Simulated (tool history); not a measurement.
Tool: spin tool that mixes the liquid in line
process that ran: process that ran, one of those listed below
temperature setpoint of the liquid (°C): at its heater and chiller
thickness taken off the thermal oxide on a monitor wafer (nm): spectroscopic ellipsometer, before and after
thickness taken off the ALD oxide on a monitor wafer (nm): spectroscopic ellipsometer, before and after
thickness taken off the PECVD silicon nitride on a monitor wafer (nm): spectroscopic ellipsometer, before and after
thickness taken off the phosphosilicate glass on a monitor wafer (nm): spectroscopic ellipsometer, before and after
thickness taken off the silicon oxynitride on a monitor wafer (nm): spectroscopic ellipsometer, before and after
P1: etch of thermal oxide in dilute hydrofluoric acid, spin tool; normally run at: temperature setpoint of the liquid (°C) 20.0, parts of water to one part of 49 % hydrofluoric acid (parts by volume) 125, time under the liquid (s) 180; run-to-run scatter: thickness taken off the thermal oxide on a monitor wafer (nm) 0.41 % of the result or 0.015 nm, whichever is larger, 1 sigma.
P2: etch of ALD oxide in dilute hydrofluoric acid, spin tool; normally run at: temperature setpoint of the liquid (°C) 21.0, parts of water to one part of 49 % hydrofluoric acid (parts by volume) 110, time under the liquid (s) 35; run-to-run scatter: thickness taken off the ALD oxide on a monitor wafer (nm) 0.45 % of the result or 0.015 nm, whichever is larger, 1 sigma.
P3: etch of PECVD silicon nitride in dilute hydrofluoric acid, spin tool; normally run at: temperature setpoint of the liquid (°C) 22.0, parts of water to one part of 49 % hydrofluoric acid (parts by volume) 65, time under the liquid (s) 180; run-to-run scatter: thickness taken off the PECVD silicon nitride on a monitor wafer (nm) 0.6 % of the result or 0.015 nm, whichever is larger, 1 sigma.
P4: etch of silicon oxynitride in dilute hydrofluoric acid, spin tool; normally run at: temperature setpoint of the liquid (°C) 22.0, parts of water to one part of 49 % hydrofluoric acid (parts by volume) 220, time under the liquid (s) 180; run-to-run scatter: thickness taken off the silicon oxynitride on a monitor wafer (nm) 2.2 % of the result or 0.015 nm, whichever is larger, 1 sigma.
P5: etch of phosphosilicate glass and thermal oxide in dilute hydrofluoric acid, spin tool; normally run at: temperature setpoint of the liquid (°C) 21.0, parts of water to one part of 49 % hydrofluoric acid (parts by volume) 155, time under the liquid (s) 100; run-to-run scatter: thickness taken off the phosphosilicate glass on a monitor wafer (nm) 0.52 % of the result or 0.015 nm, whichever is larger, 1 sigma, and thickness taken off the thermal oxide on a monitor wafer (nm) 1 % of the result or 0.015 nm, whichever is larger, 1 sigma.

run,day,process that ran,temperature setpoint of the liquid (°C),parts of water to one part of 49 % hydrofluoric acid (parts by volume),time under the liquid (s),hours since the thermometer was replaced,hours since the hydrofluoric acid flow meter was replaced,thickness taken off the thermal oxide on a monitor wafer (nm),thickness taken off the ALD oxide on a monitor wafer (nm),thickness taken off the PECVD silicon nitride on a monitor wafer (nm),thickness taken off the phosphosilicate glass on a monitor wafer (nm),thickness taken off the silicon oxynitride on a monitor wafer (nm)
1,0.333,P1,20.0,125,180,743.7,291.0,5.4566,,,,
2,0.788,P1,27.5,125,180,754.6,301.9,7.2251,,,,
3,1.212,P2,29.0,110,35,764.8,312.1,,7.0818,,,
4,1.646,P1,20.0,125,180,775.2,322.5,5.3962,,,,
5,1.975,P3,22.0,65,355,783.1,330.4,,,8.9933,,
6,2.375,P3,22.0,65,180,792.7,340.0,,,4.5445,,
7,2.583,P5,21.0,155,100,797.7,345.0,2.5762,,,34.904,
8,2.883,P4,22.0,220,180,804.9,352.2,,,,,1.11880
9,3.100,P2,21.0,110,15,810.1,357.4,,2.2196,,,
10,3.450,P4,17.0,220,180,818.5,365.8,,,,,0.90039
11,3.746,P5,29.0,155,100,825.6,372.9,3.4975,,,47.815,
12,4.088,P4,22.0,220,25,833.8,381.1,,,,,0.15787
13,4.338,P1,20.0,125,180,839.8,387.1,5.4350,,,,
14,4.625,P1,17.0,125,40,846.7,394.0,1.0774,,,,
15,4.962,P5,21.0,155,100,854.8,402.1,2.5823,,,35.619,
16,5.229,P2,21.0,40,35,861.2,408.5,,15.4200,,,
17,5.625,P1,20.0,125,180,870.7,418.0,5.4501,,,,
18,6.025,P1,20.0,125,180,880.3,427.6,5.4345,,,,
19,6.262,P5,21.0,275,100,886.0,433.3,1.2757,,,17.562,
20,6.650,P1,20.0,165,255,895.3,442.6,5.5374,,,,
21,7.008,P1,20.0,125,260,903.9,451.2,7.8334,,,,
22,7.342,P1,17.0,125,180,911.9,459.2,4.8424,,,,
23,7.600,P1,20.0,40,180,918.1,465.4,18.7300,,,,
24,8.000,P1,20.0,125,80,927.7,475.0,2.4179,,,,
25,8.362,P1,20.0,125,180,936.4,483.7,5.4164,,,,
26,8.800,P1,27.0,125,320,946.9,494.2,12.6940,,,,
27,9.092,P4,22.0,385,180,953.9,501.2,,,,,0.56713
28,9.358,P3,26.5,65,180,960.3,507.6,,,6.1746,,
29,9.804,P2,21.0,110,35,971.0,518.3,,5.1450,,,
30,10.100,P3,22.0,105,180,978.1,525.4,,,2.8528,,
31,10.338,P5,21.0,155,190,983.8,531.1,4.7916,,,67.451,
32,10.671,P1,20.0,190,180,991.8,539.1,3.3325,,,,
33,10.875,P1,20.0,125,180,996.7,544.0,5.4485,,,,
34,11.221,P1,20.0,125,180,1005.0,552.3,5.5284,,,,
35,11.558,P1,20.0,125,180,1013.1,560.4,5.5922,,,,
36,11.925,P1,20.0,125,180,1021.9,569.2,5.6638,,,,
37,12.150,P1,20.0,125,180,1027.3,574.6,5.6885,,,,
38,12.454,P1,20.0,125,180,1034.6,581.9,5.7236,,,,
39,12.875,P1,20.0,125,180,1044.7,592.0,5.7098,,,,
40,13.108,P1,20.0,125,180,1050.3,597.6,5.6824,,,,
41,13.542,P1,20.0,125,180,1060.7,608.0,5.7060,,,,
42,13.900,P1,20.0,125,180,1069.3,616.6,5.7385,,,,
43,14.279,P1,20.0,125,180,1078.4,625.7,5.7364,,,,
44,14.562,P1,20.0,125,180,1085.2,632.5,5.7645,,,,

What P1 gives has crept away from where it was. These 2 causes fit the log equally well, each at the size given:
A: hydrofluoric acid flow above the setpoint (%) = 5.53
B: liquid hotter than its thermometer reads (K) = 1.52
The creep began at about day 10.875.

4 check runs are offered, one wafer each, their results left as question marks. Which one tells the causes apart?
check 1,14.846,P4,18.0,380,180,,,,,,,?
check 2,14.846,P2,28.0,65,35,,,,?,,,
check 3,14.846,P3,22.0,105,345,,,,,?,,
check 4,14.846,P5,29.0,155,170,,,?,,,?,

What each check would give under each cause:
check,result,if A,if B
check 1,thickness taken off the silicon oxynitride on a monitor wafer (nm),0.53972,0.54063
check 2,thickness taken off the ALD oxide on a monitor wafer (nm),13.0130,13.0210
check 3,thickness taken off the PECVD silicon nitride on a monitor wafer (nm),5.7555,6.0395
check 4,thickness taken off the thermal oxide on a monitor wafer (nm),6.3452,6.2843
check 4,thickness taken off the phosphosilicate glass on a monitor wafer (nm),86.243,85.415
How far apart the two closest causes lie, in the result that separates them most: check 1 0.17 %; check 2 0.06 %; check 3 4.82 %; check 4 0.96 %
Check 3 tells the causes apart: in the others they would give nearly the same result.

Then check 3 was run and gave: thickness taken off the PECVD silicon nitride on a monitor wafer (nm) 5.8108. Which cause is it?

It is A: hydrofluoric acid flow above the setpoint (%).
